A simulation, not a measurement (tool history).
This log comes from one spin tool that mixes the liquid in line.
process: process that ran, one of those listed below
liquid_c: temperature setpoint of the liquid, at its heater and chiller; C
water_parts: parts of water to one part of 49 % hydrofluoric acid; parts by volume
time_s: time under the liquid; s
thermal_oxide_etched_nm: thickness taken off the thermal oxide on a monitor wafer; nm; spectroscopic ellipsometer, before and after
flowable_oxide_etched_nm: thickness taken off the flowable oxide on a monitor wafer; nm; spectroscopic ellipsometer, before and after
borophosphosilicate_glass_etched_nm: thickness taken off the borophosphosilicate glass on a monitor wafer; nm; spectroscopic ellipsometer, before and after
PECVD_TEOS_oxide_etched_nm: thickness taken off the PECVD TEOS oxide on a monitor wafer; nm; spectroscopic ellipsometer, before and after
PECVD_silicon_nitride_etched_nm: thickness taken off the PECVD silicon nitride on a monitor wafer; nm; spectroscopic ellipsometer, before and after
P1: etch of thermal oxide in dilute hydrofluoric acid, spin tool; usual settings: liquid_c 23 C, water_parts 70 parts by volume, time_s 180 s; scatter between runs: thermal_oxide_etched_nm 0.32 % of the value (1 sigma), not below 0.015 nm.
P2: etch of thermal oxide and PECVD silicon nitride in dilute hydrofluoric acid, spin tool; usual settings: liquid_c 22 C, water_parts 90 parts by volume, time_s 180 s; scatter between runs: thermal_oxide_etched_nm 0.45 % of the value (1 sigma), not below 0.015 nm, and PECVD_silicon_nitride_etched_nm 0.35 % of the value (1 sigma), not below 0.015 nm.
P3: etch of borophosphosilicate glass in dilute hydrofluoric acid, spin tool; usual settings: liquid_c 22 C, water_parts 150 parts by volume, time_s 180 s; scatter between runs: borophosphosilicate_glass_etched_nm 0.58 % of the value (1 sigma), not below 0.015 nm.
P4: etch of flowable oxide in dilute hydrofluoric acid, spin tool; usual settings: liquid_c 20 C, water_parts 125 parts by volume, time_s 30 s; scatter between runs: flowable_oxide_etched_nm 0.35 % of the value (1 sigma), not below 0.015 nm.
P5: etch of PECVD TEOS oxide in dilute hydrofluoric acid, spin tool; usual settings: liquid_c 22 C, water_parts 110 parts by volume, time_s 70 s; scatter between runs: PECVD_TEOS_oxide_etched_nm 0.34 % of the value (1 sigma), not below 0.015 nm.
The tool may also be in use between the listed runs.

run,hour,process,liquid_c,water_parts,time_s,hours since the thermometer was replaced,hours since the hydrofluoric acid flow meter was replaced,thermal_oxide_etched_nm,flowable_oxide_etched_nm,borophosphosilicate_glass_etched_nm,PECVD_TEOS_oxide_etched_nm,PECVD_silicon_nitride_etched_nm
1,2.4,P1,23,70,180,470.4,434.2,12.2,,,,
2,5.3,P4,17,125,30,473.3,437.1,,12.287,,,
3,8.2,P1,17,70,180,476.2,440,9.4675,,,,
4,12.1,P1,23,70,180,480.1,443.9,12.137,,,,
5,15.5,P1,23,120,180,483.5,447.3,6.6568,,,,
6,19.3,P3,22,35,180,487.3,451.1,,,181.05,,
7,21.9,P5,18,110,70,489.9,453.7,,,,7.9573,
8,24.6,P4,20,125,30,492.6,456.4,,13.844,,,
9,29,P5,22,110,70,497,460.8,,,,9.3671,
10,32.4,P1,23,70,90,500.4,464.2,6.0804,,,,
11,34.6,P2,22,140,180,502.6,466.4,5.4104,,,,4.666
12,37.5,P1,23,70,180,505.5,469.3,12.229,,,,
13,40.2,P1,28.5,70,275,508.2,472,23.084,,,,
14,43.6,P1,17,70,350,511.6,475.4,18.368,,,,
15,47.8,P5,22,110,120,515.8,479.6,,,,15.985,
16,50,P3,22,150,95,518,481.8,,,19.513,,
17,53.4,P1,18,70,270,521.4,485.2,14.838,,,,
18,57.1,P4,20,180,30,525.1,488.9,,9.0686,,,
19,60.6,P1,26.5,70,180,528.6,492.4,14.029,,,,
20,64.2,P1,23,70,180,532.2,496,12.173,,,,
21,66.7,P2,22,90,330,534.7,498.5,16.328,,,,13.182
22,69.9,P3,22,150,180,537.9,501.7,,,36.75,,
23,72.9,P1,23,70,325,540.9,504.7,21.899,,,,
24,77.2,P5,22,110,70,545.2,509,,,,9.3948,
25,81,P1,23,70,180,549,512.8,12.119,,,,
26,85.4,P1,23,30,180,553.4,517.2,29.775,,,,
27,87.7,P2,17,90,180,555.7,519.5,7.196,,,,5.0969
28,91.1,P5,22,55,70,559.1,522.9,,,,20.051,
29,95.4,P4,20,125,60,563.4,527.2,,27.75,,,
30,99,P3,28.5,150,180,567,530.8,,,46.98,,
31,102,P2,22,90,180,570,533.8,8.9047,,,,7.1961
32,106.2,P1,23,70,180,574.2,538,12.214,,,,
33,110.3,P1,23,70,180,578.3,542.1,11.701,,,,
34,113.7,P1,23,70,180,581.7,545.5,11.419,,,,
35,118.3,P1,23,70,180,586.3,550.1,11.278,,,,
36,121.9,P1,23,70,180,589.9,553.7,11.102,,,,
37,124.9,P1,23,70,180,592.9,556.7,11.079,,,,
38,129.2,P1,23,70,180,597.2,561,11.016,,,,
39,133.2,P1,23,70,180,601.2,565,11.042,,,,
40,137.3,P1,23,70,180,605.3,569.1,10.945,,,,

What P1 gives has crept off from where it sat before. The 2 causes that follow fit the log equally well, each at the size noted:
A: hydrofluoric acid flow below the setpoint (%) = 8.72
B: liquid colder than its thermometer reads (K) = 2.42
At approximately hour 106.2, the process output began to creep.

Question marks stand in for the results of the 4 check runs listed below, each run on one wafer. Under which run would the listed causes show clearly different results?
check 1,141.4,P5,22,110,70,,,,,,?,
check 2,141.4,P3,22,150,180,,,,,?,,
check 3,141.4,P2,22,90,180,,,?,,,,?
check 4,141.4,P4,20,125,30,,,,?,,,

How each check would come out, cause by cause:
check,result,if A,if B
check 1,PECVD_TEOS_oxide_etched_nm,8.4733,8.5177
check 2,borophosphosilicate_glass_etched_nm,33.14,33.513
check 3,thermal_oxide_etched_nm,8.0234,8.04
check 3,PECVD_silicon_nitride_etched_nm,6.5712,6.0975
check 4,flowable_oxide_etched_nm,12.474,12.537
Smallest distance between any two causes, each pair judged by its most separating result, in per cent: check 1 0.52 %; check 2 1.12 %; check 3 7.48 %; check 4 0.5 %
Only in check 3 would the causes give clearly different results; in the remaining checks their results would be nearly the same.

Check 3 was then run and gave: thermal_oxide_etched_nm 8.0216 nm; PECVD_silicon_nitride_etched_nm 6.1292 nm. Which cause is it?

The correct cause is B, namely: liquid colder than its thermometer reads (K).
